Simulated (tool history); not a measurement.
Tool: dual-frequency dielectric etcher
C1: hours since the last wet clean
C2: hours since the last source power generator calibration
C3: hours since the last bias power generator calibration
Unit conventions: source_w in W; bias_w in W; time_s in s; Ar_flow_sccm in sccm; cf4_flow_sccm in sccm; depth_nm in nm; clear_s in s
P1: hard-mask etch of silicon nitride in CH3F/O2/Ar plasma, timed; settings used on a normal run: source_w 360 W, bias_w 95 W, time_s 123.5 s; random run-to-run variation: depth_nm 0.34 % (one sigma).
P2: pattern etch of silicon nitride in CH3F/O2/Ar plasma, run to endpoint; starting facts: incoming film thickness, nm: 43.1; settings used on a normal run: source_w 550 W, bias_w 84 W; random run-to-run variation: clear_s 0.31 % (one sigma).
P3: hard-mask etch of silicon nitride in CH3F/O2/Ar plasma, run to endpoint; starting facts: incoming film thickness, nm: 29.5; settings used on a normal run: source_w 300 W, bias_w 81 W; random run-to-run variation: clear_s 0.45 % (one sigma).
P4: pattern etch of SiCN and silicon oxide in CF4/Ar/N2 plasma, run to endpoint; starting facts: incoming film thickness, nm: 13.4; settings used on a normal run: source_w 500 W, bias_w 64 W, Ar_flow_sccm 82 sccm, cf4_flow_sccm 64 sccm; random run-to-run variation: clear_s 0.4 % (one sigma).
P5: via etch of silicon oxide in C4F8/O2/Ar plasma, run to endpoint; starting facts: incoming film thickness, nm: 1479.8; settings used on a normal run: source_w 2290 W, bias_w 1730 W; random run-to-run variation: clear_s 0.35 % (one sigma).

Run 1, hour 10.7: process P1, source_w 360 W, bias_w 95 W, time_s 123.5 s; C1 223.3; C2 1903.4; C3 297.4. Result: depth_nm 93.390 nm.
Run 2, hour 21.1: process P1, source_w 250 W, bias_w 95 W, time_s 123.5 s; C1 233.7; C2 1913.8; C3 307.8. Result: depth_nm 81.301 nm.
Run 3, hour 28.4: process P1, source_w 360 W, bias_w 95 W, time_s 123.5 s; C1 241.0; C2 1921.1; C3 315.1. Result: depth_nm 92.983 nm.
At hour 31.5: bias power generator calibrated.
Run 4, hour 35.4: process P1, source_w 360 W, bias_w 95 W, time_s 123.5 s; C1 248.0; C2 1928.1; C3 4.0. Result: depth_nm 93.116 nm.
Run 5, hour 43.8: process P3, source_w 300 W, bias_w 81 W; C1 256.4; C2 1936.5; C3 12.4. Result: clear_s 44.514 s.
Run 6, hour 55.7: process P2, source_w 550 W, bias_w 53 W; C1 268.3; C2 1948.4; C3 24.3. Result: clear_s 61.789 s.
Run 7, hour 61.3: process P5, source_w 2290 W, bias_w 2436 W; C1 273.9; C2 1954.0; C3 29.9. Result: clear_s 254.630 s.
Run 8, hour 68.1: process P4, source_w 500 W, bias_w 91 W, Ar_flow_sccm 82 sccm, cf4_flow_sccm 64 sccm; C1 280.7; C2 1960.8; C3 36.7. Result: clear_s 12.609 s.
At hour 72.0: wet clean of the chamber.
Run 9, hour 75.8: process P1, source_w 490 W, bias_w 95 W, time_s 167.0 s; C1 3.8; C2 1968.5; C3 44.4. Result: depth_nm 140.980 nm.
Run 10, hour 81.7: process P3, source_w 190 W, bias_w 81 W; C1 9.7; C2 1974.4; C3 50.3. Result: clear_s 52.211 s.
Run 11, hour 89.5: process P1, source_w 360 W, bias_w 95 W, time_s 80.0 s; C1 17.5; C2 1982.2; C3 58.1. Result: depth_nm 60.194 nm.
Run 12, hour 97.0: process P3, source_w 300 W, bias_w 81 W; C1 25.0; C2 1989.7; C3 65.6. Result: clear_s 44.324 s.
Run 13, hour 105.6: process P1, source_w 360 W, bias_w 68 W, time_s 123.5 s; C1 33.6; C2 1998.3; C3 74.2. Result: depth_nm 82.705 nm.
Run 14, hour 115.4: process P4, source_w 500 W, bias_w 64 W, Ar_flow_sccm 111 sccm, cf4_flow_sccm 64 sccm; C1 43.4; C2 2008.1; C3 84.0. Result: clear_s 14.874 s.
Run 15, hour 121.7: process P1, source_w 360 W, bias_w 95 W, time_s 175.0 s; C1 49.7; C2 2014.4; C3 90.3. Result: depth_nm 131.720 nm.
Run 16, hour 130.6: process P5, source_w 1410 W, bias_w 1730 W; C1 58.6; C2 2023.3; C3 99.2. Result: clear_s 342.700 s.
Run 17, hour 141.7: process P3, source_w 300 W, bias_w 53 W; C1 69.7; C2 2034.4; C3 110.3. Result: clear_s 51.365 s.
Run 18, hour 152.5: process P1, source_w 440 W, bias_w 95 W, time_s 123.5 s; C1 80.5; C2 2045.2; C3 121.1. Result: depth_nm 100.290 nm.
Run 19, hour 159.6: process P2, source_w 330 W, bias_w 84 W; C1 87.6; C2 2052.3; C3 128.2. Result: clear_s 64.510 s.
Run 20, hour 167.4: process P1, source_w 360 W, bias_w 95 W, time_s 123.5 s; C1 95.4; C2 2060.1; C3 136.0. Result: depth_nm 92.909 nm.
Run 21, hour 178.0: process P2, source_w 550 W, bias_w 84 W; C1 106.0; C2 2070.7; C3 146.6. Result: clear_s 53.292 s.
Run 22, hour 184.4: process P4, source_w 500 W, bias_w 64 W, Ar_flow_sccm 82 sccm, cf4_flow_sccm 48 sccm; C1 112.4; C2 2077.1; C3 153.0. Result: clear_s 14.870 s.
Run 23, hour 196.2: process P2, source_w 550 W, bias_w 84 W; C1 124.2; C2 2088.9; C3 164.8. Result: clear_s 53.253 s.
Run 24, hour 201.8: process P5, source_w 2290 W, bias_w 1730 W; C1 129.8; C2 2094.5; C3 170.4. Result: clear_s 282.690 s.
Run 25, hour 214.2: process P4, source_w 500 W, bias_w 64 W, Ar_flow_sccm 82 sccm, cf4_flow_sccm 64 sccm; C1 142.2; C2 2106.9; C3 182.8. Result: clear_s 14.166 s.
Run 26, hour 223.4: process P4, source_w 500 W, bias_w 64 W, Ar_flow_sccm 82 sccm, cf4_flow_sccm 64 sccm; C1 151.4; C2 2116.1; C3 192.0. Result: clear_s 14.255 s.
Run 27, hour 230.1: process P4, source_w 670 W, bias_w 64 W, Ar_flow_sccm 82 sccm, cf4_flow_sccm 64 sccm; C1 158.1; C2 2122.8; C3 198.7. Result: clear_s 10.947 s.
Run 28, hour 237.1: process P1, source_w 360 W, bias_w 132 W, time_s 123.5 s; C1 165.1; C2 2129.8; C3 205.7. Result: depth_nm 106.070 nm.
Run 29, hour 248.9: process P1, source_w 360 W, bias_w 95 W, time_s 123.5 s; C1 176.9; C2 2141.6; C3 217.5. Result: depth_nm 93.372 nm.
Run 30, hour 256.1: process P1, source_w 360 W, bias_w 95 W, time_s 123.5 s; C1 184.1; C2 2148.8; C3 224.7. Result: depth_nm 92.367 nm.
Run 31, hour 264.5: process P1, source_w 360 W, bias_w 95 W, time_s 123.5 s; C1 192.5; C2 2157.2; C3 233.1. Result: depth_nm 92.594 nm.
Run 32, hour 276.2: process P1, source_w 360 W, bias_w 95 W, time_s 123.5 s; C1 204.2; C2 2168.9; C3 244.8. Result: depth_nm 91.674 nm.
Run 33, hour 288.4: process P1, source_w 360 W, bias_w 95 W, time_s 123.5 s; C1 216.4; C2 2181.1; C3 257.0. Result: depth_nm 92.222 nm.
Run 34, hour 298.1: process P1, source_w 360 W, bias_w 95 W, time_s 123.5 s; C1 226.1; C2 2190.8; C3 266.7. Result: depth_nm 91.232 nm.
At hour 298.2: wet clean of the chamber.
Run 35, hour 308.7: process P1, source_w 360 W, bias_w 95 W, time_s 123.5 s; C1 10.6; C2 2201.4; C3 277.3. Result: depth_nm 91.803 nm.
Run 36, hour 320.6: process P1, source_w 360 W, bias_w 95 W, time_s 123.5 s; C1 22.5; C2 2213.3; C3 289.2. Result: depth_nm 91.616 nm.
Run 37, hour 332.1: process P1, source_w 360 W, bias_w 95 W, time_s 123.5 s; C1 34.0; C2 2224.8; C3 300.7. Result: depth_nm 91.851 nm.

Compared with where it was, what P1 gives has crept away. Each cause listed below fits the log as well as the rest, at the size given for it:
A: bias power that arrives under what is set, % = 4.51
B: source power that arrives under what is set, % = 4.42
The drift started at roughly hour 248.9.
What rules out each remaining cause:
chamber walls in a state that lowers the etch rate, %: was serviced at hour 298.2, once the creep was under way, yet the earlier output never came back

Of the 4 check runs below, each run on 2 wafers with the results averaged and each result still a question mark, which one would tell the listed causes apart?
Run check 1, hour 343.6: process P5, source_w 1510 W, bias_w 2395 W. Result: clear_s ?.
Run check 2, hour 343.6: process P3, source_w 210 W, bias_w 57 W. Result: clear_s ?.
Run check 3, hour 343.6: process P4, source_w 650 W, bias_w 64 W, Ar_flow_sccm 82 sccm, cf4_flow_sccm 64 sccm. Result: clear_s ?.
Run check 4, hour 343.6: process P2, source_w 360 W, bias_w 58 W. Result: clear_s ?.

What each check would give under each cause:
  check   result     if A     if B
check 1  clear_s  307.360  308.550
check 2  clear_s   58.271   58.356
check 3  clear_s   11.400   11.699
check 4  clear_s   71.905   72.069
Per check, the gap between the least separated pair of causes, taken in the result that splits them most: check 1 0.38 %; check 2 0.14 %; check 3 2.59 %; check 4 0.23 %
Check 3 tells the causes apart: in the others they would give nearly the same result.

Running check 3 produced the following: clear_s 11.673 s. Which one of the listed causes fits?

It was cause B: source power that arrives under what is set, %.
